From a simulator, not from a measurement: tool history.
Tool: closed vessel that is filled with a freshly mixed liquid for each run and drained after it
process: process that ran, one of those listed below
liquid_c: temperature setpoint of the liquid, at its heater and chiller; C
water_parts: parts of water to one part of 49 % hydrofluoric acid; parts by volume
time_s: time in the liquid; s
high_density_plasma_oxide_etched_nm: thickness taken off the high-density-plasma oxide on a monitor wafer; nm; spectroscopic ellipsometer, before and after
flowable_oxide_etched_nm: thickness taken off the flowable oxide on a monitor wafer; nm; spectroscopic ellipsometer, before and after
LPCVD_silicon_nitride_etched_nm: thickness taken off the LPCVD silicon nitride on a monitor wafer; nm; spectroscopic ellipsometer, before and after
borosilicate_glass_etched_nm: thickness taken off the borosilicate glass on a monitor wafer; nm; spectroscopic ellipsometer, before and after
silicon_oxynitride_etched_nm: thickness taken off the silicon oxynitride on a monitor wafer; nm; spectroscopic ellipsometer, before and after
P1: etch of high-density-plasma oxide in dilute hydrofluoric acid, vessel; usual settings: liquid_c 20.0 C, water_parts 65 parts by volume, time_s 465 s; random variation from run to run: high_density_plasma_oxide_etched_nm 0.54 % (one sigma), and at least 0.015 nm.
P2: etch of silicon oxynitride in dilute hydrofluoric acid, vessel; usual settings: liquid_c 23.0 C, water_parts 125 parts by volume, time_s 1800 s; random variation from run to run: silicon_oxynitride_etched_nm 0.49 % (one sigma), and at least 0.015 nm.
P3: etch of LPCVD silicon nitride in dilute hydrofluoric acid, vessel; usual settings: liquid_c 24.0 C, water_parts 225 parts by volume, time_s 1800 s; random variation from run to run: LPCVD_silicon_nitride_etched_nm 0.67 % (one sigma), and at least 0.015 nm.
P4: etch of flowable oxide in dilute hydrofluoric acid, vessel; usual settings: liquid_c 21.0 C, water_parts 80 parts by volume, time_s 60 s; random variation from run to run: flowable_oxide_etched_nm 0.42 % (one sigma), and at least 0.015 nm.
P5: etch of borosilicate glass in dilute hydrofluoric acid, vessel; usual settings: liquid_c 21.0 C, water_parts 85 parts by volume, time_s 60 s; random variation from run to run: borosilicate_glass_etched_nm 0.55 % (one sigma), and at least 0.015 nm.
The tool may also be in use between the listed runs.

| run | hour | process | liquid_c | water_parts | time_s | high_density_plasma_oxide_etched_nm | flowable_oxide_etched_nm | LPCVD_silicon_nitride_etched_nm | borosilicate_glass_etched_nm | silicon_oxynitride_etched_nm |
|---|---|---|---|---|---|---|---|---|---|---|
| 1 | 12.5 | P1 | 20.0 | 65 | 465 | 35.4210 |  |  |  |  |
| 2 | 24.0 | P4 | 21.0 | 80 | 120 |  | 44.886 |  |  |  |
| 3 | 36.4 | P3 | 17.0 | 225 | 1800 |  |  | 2.34200 |  |  |
| 4 | 52.2 | P1 | 20.0 | 65 | 120 | 9.1657 |  |  |  |  |
| 5 | 61.6 | P4 | 21.0 | 145 | 60 |  | 11.411 |  |  |  |
| 6 | 76.1 | P3 | 24.0 | 410 | 1800 |  |  | 1.99790 |  |  |
| 7 | 84.7 | P1 | 20.0 | 65 | 465 | 35.2470 |  |  |  |  |
| 8 | 97.7 | P5 | 21.0 | 135 | 60 |  |  |  | 8.489 |  |
| 9 | 110.6 | P5 | 21.0 | 85 | 60 |  |  |  | 14.328 |  |
| 10 | 124.2 | P4 | 21.0 | 80 | 60 |  | 22.316 |  |  |  |
| 11 | 142.0 | P1 | 28.0 | 65 | 210 | 22.2230 |  |  |  |  |
| 12 | 160.0 | P1 | 20.0 | 115 | 850 | 34.7250 |  |  |  |  |
| 13 | 172.5 | P4 | 21.0 | 80 | 60 |  | 22.390 |  |  |  |
| 14 | 189.9 | P1 | 20.0 | 65 | 465 | 35.5320 |  |  |  |  |
| 15 | 203.1 | P2 | 23.0 | 205 | 1800 |  |  |  |  | 15.826 |
| 16 | 214.2 | P2 | 23.0 | 125 | 1800 |  |  |  |  | 27.516 |
| 17 | 230.4 | P4 | 28.0 | 80 | 60 |  | 29.588 |  |  |  |
| 18 | 239.4 | P1 | 20.0 | 65 | 465 | 35.3420 |  |  |  |  |
| 19 | 251.8 | P1 | 24.5 | 65 | 465 | 42.6060 |  |  |  |  |
| 20 | 265.8 | P1 | 20.0 | 65 | 465 | 35.4470 |  |  |  |  |
| 21 | 281.7 | P3 | 24.0 | 225 | 1800 |  |  | 3.61260 |  |  |
| 22 | 298.9 | P5 | 21.0 | 85 | 115 |  |  |  | 27.673 |  |
| 23 | 311.1 | P1 | 20.0 | 65 | 795 | 61.2330 |  |  |  |  |
| 24 | 329.3 | P2 | 23.0 | 125 | 765 |  |  |  |  | 11.709 |
| 25 | 343.1 | P1 | 20.0 | 100 | 465 | 22.1090 |  |  |  |  |
| 26 | 360.9 | P2 | 29.0 | 125 | 1800 |  |  |  |  | 36.324 |
| 27 | 373.3 | P5 | 27.5 | 85 | 60 |  |  |  | 18.540 |  |
| 28 | 384.9 | P1 | 20.0 | 30 | 465 | 80.1990 |  |  |  |  |
| 29 | 400.9 | P3 | 24.0 | 225 | 145 |  |  | 0.27514 |  |  |
| 30 | 410.5 | P1 | 17.0 | 65 | 465 | 31.2810 |  |  |  |  |
| 31 | 425.3 | P1 | 20.0 | 110 | 725 | 30.9360 |  |  |  |  |
| 32 | 440.4 | P1 | 20.0 | 65 | 465 | 35.4280 |  |  |  |  |
| 33 | 449.7 | P1 | 20.0 | 65 | 465 | 34.3670 |  |  |  |  |
| 34 | 467.9 | P1 | 20.0 | 65 | 465 | 32.9490 |  |  |  |  |
| 35 | 478.6 | P1 | 20.0 | 65 | 465 | 32.8590 |  |  |  |  |
| 36 | 492.9 | P1 | 20.0 | 65 | 465 | 32.6880 |  |  |  |  |
| 37 | 505.9 | P1 | 20.0 | 65 | 465 | 32.4880 |  |  |  |  |
| 38 | 517.1 | P1 | 20.0 | 65 | 465 | 32.1440 |  |  |  |  |

What P1 gives has crept away from where it was. These 2 causes fit the log equally well, each at the size given:
A: hydrofluoric acid flow below the setpoint (%) = 7.69
B: liquid colder than its thermometer reads (K) = 2.04
The creep began at about hour 440.4.

4 check runs are offered, each on 3 wafers whose results are averaged, their results left as question marks. Which one tells the causes apart?
| check 1 | 528.3 | P2 | 29.0 | 125 | 1800 |  |  |  |  | ? |
| check 2 | 528.3 | P4 | 21.0 | 80 | 105 |  | ? |  |  |  |
| check 3 | 528.3 | P5 | 21.0 | 110 | 105 |  |  |  | ? |  |
| check 4 | 528.3 | P3 | 17.5 | 395 | 1800 |  |  | ? |  |  |

What each check would give under each cause:
| check | result | if A | if B |
|---|---|---|---|
| check 1 | silicon_oxynitride_etched_nm | 33.129 | 33.076 |
| check 2 | flowable_oxide_etched_nm | 35.866 | 35.969 |
| check 3 | borosilicate_glass_etched_nm | 17.196 | 17.316 |
| check 4 | LPCVD_silicon_nitride_etched_nm | 1.30290 | 1.23300 |
How far apart the two closest causes lie, in the result that separates them most: check 1 0.16 %; check 2 0.29 %; check 3 0.7 %; check 4 5.51 %
Check 4 tells the causes apart: in the others they would give nearly the same result.

Then check 4 was run and gave: LPCVD_silicon_nitride_etched_nm 1.28970 nm. Which cause is it?

It is A: hydrofluoric acid flow below the setpoint (%).

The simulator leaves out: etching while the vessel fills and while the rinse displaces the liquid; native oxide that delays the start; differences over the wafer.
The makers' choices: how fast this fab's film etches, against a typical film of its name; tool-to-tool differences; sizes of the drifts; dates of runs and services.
